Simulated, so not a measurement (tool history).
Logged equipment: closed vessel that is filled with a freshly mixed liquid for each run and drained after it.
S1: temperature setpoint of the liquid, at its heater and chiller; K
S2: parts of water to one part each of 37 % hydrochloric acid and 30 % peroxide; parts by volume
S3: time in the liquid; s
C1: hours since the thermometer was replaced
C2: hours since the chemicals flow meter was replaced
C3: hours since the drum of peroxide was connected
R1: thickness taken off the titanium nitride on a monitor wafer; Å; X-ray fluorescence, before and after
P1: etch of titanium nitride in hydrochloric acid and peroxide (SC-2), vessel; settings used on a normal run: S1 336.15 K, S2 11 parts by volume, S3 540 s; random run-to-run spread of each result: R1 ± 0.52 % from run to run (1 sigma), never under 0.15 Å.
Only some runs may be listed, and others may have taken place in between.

run,hour,S1,S2,S3,C1,C2,C3,R1
1,8.1,336.15,11,540,1800.5,363.7,582.5,345.39
2,16,345.15,11,45,1808.4,371.6,590.4,49.611
3,26.7,336.15,16,315,1819.1,382.3,601.1,144.14
4,36.9,345.15,11,540,1829.3,392.5,611.3,595.39
5,44.9,336.15,11,150,1837.3,400.5,619.3,96.857
6,52.4,336.15,11,540,1844.8,408,626.8,343.74
7,58.5,320.65,11,540,1850.9,414.1,632.9,128.14
8,67.6,336.15,16.5,540,1860,423.2,642,243.85
9,79.8,336.15,11,540,1872.2,435.4,654.2,345.32
10,91.3,336.15,11,540,1883.7,446.9,665.7,347.11
11,99.4,336.15,11,1030,1891.8,455,673.8,665.85
12,109.1,336.15,11,540,1901.5,464.7,683.5,347.17
13,117.2,336.15,4,540,1909.6,472.8,691.6,753.71
14,125,336.15,11,540,1917.4,480.6,699.4,349.72
15,133.7,336.15,11,540,1926.1,489.3,708.1,329.27
16,144.2,336.15,11,540,1936.6,499.8,718.6,324.97
17,151,336.15,11,540,1943.4,506.6,725.4,317.65
# hour 159.6: new drum of peroxide connected
18,163.5,336.15,11,540,1955.9,519.1,4,318.39
19,175.7,336.15,11,540,1968.1,531.3,16.2,315.52

The next listed run, before its measurement:
20,182,336.15,11,540,1974.4,537.6,22.5,?

{"run 20": {"R1": 313.67}}
